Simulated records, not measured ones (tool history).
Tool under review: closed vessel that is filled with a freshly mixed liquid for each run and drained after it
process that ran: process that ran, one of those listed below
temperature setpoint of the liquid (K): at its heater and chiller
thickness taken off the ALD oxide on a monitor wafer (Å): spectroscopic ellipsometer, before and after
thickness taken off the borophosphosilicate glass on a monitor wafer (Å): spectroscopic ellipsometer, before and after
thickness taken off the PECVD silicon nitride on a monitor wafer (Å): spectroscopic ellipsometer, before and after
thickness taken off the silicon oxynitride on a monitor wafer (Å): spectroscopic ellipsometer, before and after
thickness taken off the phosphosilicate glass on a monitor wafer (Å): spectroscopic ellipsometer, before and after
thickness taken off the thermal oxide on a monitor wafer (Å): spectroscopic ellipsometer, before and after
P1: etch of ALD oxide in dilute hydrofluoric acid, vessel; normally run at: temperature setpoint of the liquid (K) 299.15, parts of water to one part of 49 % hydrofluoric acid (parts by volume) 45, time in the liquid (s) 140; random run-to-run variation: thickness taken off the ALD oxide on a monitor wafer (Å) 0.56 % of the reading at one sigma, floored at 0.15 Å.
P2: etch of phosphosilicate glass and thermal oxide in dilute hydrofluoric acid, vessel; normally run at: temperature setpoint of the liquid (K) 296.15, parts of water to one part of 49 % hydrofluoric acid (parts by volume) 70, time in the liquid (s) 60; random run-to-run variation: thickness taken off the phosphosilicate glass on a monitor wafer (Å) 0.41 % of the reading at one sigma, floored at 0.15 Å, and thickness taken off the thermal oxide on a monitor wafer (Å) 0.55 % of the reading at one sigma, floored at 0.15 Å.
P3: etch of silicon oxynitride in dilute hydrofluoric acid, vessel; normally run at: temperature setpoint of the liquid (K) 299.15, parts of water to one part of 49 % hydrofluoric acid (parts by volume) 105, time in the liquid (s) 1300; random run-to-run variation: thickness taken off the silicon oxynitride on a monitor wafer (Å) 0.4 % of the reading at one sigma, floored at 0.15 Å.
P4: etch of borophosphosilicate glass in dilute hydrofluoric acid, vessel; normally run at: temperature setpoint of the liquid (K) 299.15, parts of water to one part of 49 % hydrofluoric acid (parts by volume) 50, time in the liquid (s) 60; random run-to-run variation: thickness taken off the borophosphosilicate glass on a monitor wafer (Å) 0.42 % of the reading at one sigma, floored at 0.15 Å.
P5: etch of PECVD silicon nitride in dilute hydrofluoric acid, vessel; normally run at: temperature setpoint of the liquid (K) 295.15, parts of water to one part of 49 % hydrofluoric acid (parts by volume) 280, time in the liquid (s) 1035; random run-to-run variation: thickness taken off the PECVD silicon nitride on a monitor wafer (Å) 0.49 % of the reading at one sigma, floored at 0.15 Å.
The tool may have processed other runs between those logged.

run,hour,process that ran,temperature setpoint of the liquid (K),parts of water to one part of 49 % hydrofluoric acid (parts by volume),time in the liquid (s),hours since the thermometer was replaced,hours since the hydrofluoric acid flow meter was replaced,thickness taken off the ALD oxide on a monitor wafer (Å),thickness taken off the borophosphosilicate glass on a monitor wafer (Å),thickness taken off the PECVD silicon nitride on a monitor wafer (Å),thickness taken off the silicon oxynitride on a monitor wafer (Å),thickness taken off the phosphosilicate glass on a monitor wafer (Å),thickness taken off the thermal oxide on a monitor wafer (Å)
1,12.1,P1,299.15,45,140,1608.9,1112.2,345.030,,,,,
2,29.0,P4,307.15,50,60,1625.8,1129.1,,727.33,,,,
3,42.8,P4,299.15,20,60,1639.6,1142.9,,1390.10,,,,
4,51.5,P5,295.15,280,1035,1648.3,1151.6,,,187.800,,,
5,61.7,P3,299.15,105,1300,1658.5,1161.8,,,,492.87,,
6,72.4,P1,299.15,20,140,1669.2,1172.5,807.680,,,,,
7,80.9,P1,299.15,45,140,1677.7,1181.0,350.020,,,,,
8,97.5,P1,306.15,45,140,1694.3,1197.6,457.380,,,,,
9,113.2,P1,299.15,65,30,1710.0,1213.3,50.117,,,,,
10,124.8,P1,293.15,45,140,1721.6,1224.9,269.200,,,,,
11,135.3,P3,299.15,105,2275,1732.1,1235.4,,,,855.45,,
# hour 139.4: thermometer replaced
12,152.2,P1,299.15,45,80,12.8,1252.3,197.660,,,,,
13,167.0,P5,295.15,280,265,27.6,1267.1,,,47.843,,,
14,178.1,P2,296.15,70,60,38.7,1278.2,,,,,1720.20,39.744
15,189.5,P1,299.15,70,140,50.1,1289.6,216.720,,,,,
16,200.0,P2,296.15,115,60,60.6,1300.1,,,,,989.96,22.776
17,210.3,P4,299.15,50,60,70.9,1310.4,,535.15,,,,
18,225.8,P1,306.65,70,140,86.4,1325.9,285.970,,,,,
19,234.3,P3,306.65,105,1300,94.9,1334.4,,,,682.48,,
20,244.8,P1,299.15,45,140,105.4,1344.9,345.200,,,,,
21,253.0,P2,296.15,70,110,113.6,1353.1,,,,,3160.40,72.714
22,267.4,P2,301.15,70,60,128.0,1367.5,,,,,2115.20,48.343
23,279.2,P3,299.15,50,1300,139.8,1379.3,,,,1069.20,,
24,293.6,P4,299.15,50,110,154.2,1393.7,,973.85,,,,
25,307.9,P1,299.15,45,140,168.5,1408.0,343.740,,,,,
26,318.1,P2,296.15,70,60,178.7,1418.2,,,,,1719.20,39.584
27,325.7,P1,299.15,45,205,186.3,1425.8,500.610,,,,,
28,338.9,P5,295.15,465,1035,199.5,1439.0,,,113.690,,,
29,352.4,P4,299.15,50,60,213.0,1452.5,,530.80,,,,
30,364.6,P5,295.15,280,1035,225.2,1464.7,,,186.820,,,
31,380.7,P5,302.15,280,1035,241.3,1480.8,,,284.860,,,
32,391.9,P3,299.15,105,1300,252.5,1492.0,,,,488.30,,
33,399.5,P1,299.15,45,140,260.1,1499.6,348.860,,,,,
34,414.3,P1,299.15,45,140,274.9,1514.4,362.720,,,,,
35,429.5,P1,299.15,45,140,290.1,1529.6,375.380,,,,,
36,439.3,P1,299.15,45,140,299.9,1539.4,373.380,,,,,
37,453.7,P1,299.15,45,140,314.3,1553.8,377.820,,,,,
38,470.3,P1,299.15,45,140,330.9,1570.4,380.460,,,,,
39,480.5,P1,299.15,45,140,341.1,1580.6,382.300,,,,,
40,494.1,P1,299.15,45,140,354.7,1594.2,381.200,,,,,

Something has made what P1 gives creep away from where it was; the 2 causes below, each at its own stated size, fit the log equally well:
A: liquid hotter than its thermometer reads (K) = 2.43
B: hydrofluoric acid flow above the setpoint (%) = 9.64
The onset of the drift is placed at about hour 399.5.

Each of the 4 check runs below uses one wafer; its results are left as question marks. Which run tells the causes apart?
check 1,507.7,P4,305.15,50,60,,,,?,,,,
check 2,507.7,P5,300.15,280,450,,,,,?,,,
check 3,507.7,P3,306.65,105,2060,,,,,,?,,
check 4,507.7,P2,299.65,70,60,,,,,,,?,?

Expected result of each check under each candidate cause:
check,result,if A,if B
check 1,thickness taken off the borophosphosilicate glass on a monitor wafer (Å),737.64,742.31
check 2,thickness taken off the PECVD silicon nitride on a monitor wafer (Å),127.500,121.230
check 3,thickness taken off the silicon oxynitride on a monitor wafer (Å),1200.90,1199.00
check 4,thickness taken off the phosphosilicate glass on a monitor wafer (Å),2185.20,2196.20
check 4,thickness taken off the thermal oxide on a monitor wafer (Å),50.345,50.597
Per-check spread between the two closest causes, in the result where they differ most: check 1 0.63 %; check 2 5.04 %; check 3 0.15 %; check 4 0.5 %
Of the check runs offered, only check 2 discriminates between the causes; the rest would read about the same regardless of which cause applies.

The results of check 2 are: thickness taken off the PECVD silicon nitride on a monitor wafer (Å) 127.790. Based on these, which of the listed causes is it?

It was cause A: liquid hotter than its thermometer reads (K).

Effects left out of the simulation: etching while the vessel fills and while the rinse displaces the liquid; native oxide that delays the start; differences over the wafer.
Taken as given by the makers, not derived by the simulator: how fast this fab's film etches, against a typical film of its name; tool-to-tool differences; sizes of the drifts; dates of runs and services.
